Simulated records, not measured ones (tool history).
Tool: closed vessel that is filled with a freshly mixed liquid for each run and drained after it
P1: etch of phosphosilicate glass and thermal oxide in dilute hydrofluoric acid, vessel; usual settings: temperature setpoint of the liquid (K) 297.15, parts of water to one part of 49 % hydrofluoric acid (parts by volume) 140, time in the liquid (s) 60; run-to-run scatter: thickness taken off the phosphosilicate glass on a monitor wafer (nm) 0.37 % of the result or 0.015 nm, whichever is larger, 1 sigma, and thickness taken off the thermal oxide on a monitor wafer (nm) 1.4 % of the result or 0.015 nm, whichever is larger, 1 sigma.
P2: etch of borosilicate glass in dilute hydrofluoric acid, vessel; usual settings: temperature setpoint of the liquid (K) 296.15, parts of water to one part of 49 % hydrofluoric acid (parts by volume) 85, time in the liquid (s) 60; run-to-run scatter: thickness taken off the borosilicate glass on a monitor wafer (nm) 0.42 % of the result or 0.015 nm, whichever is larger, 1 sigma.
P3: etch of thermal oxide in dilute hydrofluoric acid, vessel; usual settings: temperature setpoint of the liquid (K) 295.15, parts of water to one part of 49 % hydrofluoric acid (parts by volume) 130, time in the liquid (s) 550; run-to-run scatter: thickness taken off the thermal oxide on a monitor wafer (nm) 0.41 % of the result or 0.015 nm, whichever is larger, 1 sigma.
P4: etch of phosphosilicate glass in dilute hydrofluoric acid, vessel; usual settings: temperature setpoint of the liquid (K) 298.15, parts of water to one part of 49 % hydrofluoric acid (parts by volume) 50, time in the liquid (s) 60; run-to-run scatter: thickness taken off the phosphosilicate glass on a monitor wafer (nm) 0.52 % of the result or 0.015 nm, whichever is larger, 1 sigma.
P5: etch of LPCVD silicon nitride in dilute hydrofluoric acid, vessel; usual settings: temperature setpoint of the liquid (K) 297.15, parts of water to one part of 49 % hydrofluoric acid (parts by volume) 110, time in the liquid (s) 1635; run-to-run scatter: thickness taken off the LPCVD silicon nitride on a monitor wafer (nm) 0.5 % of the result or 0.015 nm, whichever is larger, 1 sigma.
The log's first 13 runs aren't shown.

| run | hour | process that ran | temperature setpoint of the liquid (K) | parts of water to one part of 49 % hydrofluoric acid (parts by volume) | time in the liquid (s) | hours since the thermometer was replaced | hours since the hydrofluoric acid flow meter was replaced | thickness taken off the phosphosilicate glass on a monitor wafer (nm) | thickness taken off the thermal oxide on a monitor wafer (nm) | thickness taken off the borosilicate glass on a monitor wafer (nm) | thickness taken off the LPCVD silicon nitride on a monitor wafer (nm) |
|---|---|---|---|---|---|---|---|---|---|---|---|
| 14 | 155.6 | P4 | 298.15 | 50 | 60 | 1925.8 | 329.4 | 263.480 |  |  |  |
| 15 | 170.3 | P1 | 292.15 | 90 | 60 | 1940.5 | 344.1 | 85.592 | 2.52020 |  |  |
| 16 | 184.3 | P5 | 297.15 | 110 | 785 | 1954.5 | 358.1 |  |  |  | 3.3259 |
| 17 | 197.4 | P3 | 295.15 | 130 | 550 | 1967.6 | 371.2 |  | 18.08500 |  |  |
| 18 | 207.8 | P3 | 295.15 | 130 | 550 | 1978.0 | 381.6 |  | 18.11800 |  |  |
| 19 | 214.8 | P2 | 296.15 | 85 | 35 | 1985.0 | 388.6 |  |  | 8.1073 |  |
| 20 | 225.9 | P1 | 297.15 | 140 | 30 | 1996.1 | 399.7 | 31.719 | 0.94968 |  |  |
| 21 | 233.3 | P2 | 292.65 | 85 | 60 | 2003.5 | 407.1 |  |  | 12.0580 |  |
| 22 | 247.3 | P1 | 297.15 | 140 | 100 | 2017.5 | 421.1 | 106.190 | 3.10070 |  |  |
| 23 | 259.7 | P1 | 297.15 | 140 | 60 | 2029.9 | 433.5 | 63.237 | 1.87560 |  |  |
| 24 | 272.3 | P1 | 297.15 | 75 | 60 | 2042.5 | 446.1 | 128.040 | 3.70850 |  |  |
| 25 | 282.5 | P1 | 293.65 | 140 | 105 | 2052.7 | 456.3 | 96.748 | 2.83830 |  |  |
| 26 | 294.3 | P2 | 296.15 | 30 | 60 | 2064.5 | 468.1 |  |  | 42.2220 |  |
| 27 | 301.7 | P4 | 292.15 | 50 | 60 | 2071.9 | 475.5 | 205.160 |  |  |  |
| 28 | 316.1 | P3 | 295.15 | 130 | 65 | 2086.3 | 489.9 |  | 2.15660 |  |  |
| 29 | 327.1 | P1 | 292.65 | 140 | 60 | 2097.3 | 500.9 | 53.204 | 1.56370 |  |  |
| 30 | 338.2 | P5 | 293.15 | 110 | 1635 | 2108.4 | 512.0 |  |  |  | 5.2802 |

Forecast run 31:
| 31 | 351.9 | P1 | 297.15 | 140 | 60 | 2122.1 | 525.7 | ? | ? |  |  |

Run 31 gave thickness taken off the phosphosilicate glass on a monitor wafer (nm) 63.521, thickness taken off the thermal oxide on a monitor wafer (nm) 1.88970.

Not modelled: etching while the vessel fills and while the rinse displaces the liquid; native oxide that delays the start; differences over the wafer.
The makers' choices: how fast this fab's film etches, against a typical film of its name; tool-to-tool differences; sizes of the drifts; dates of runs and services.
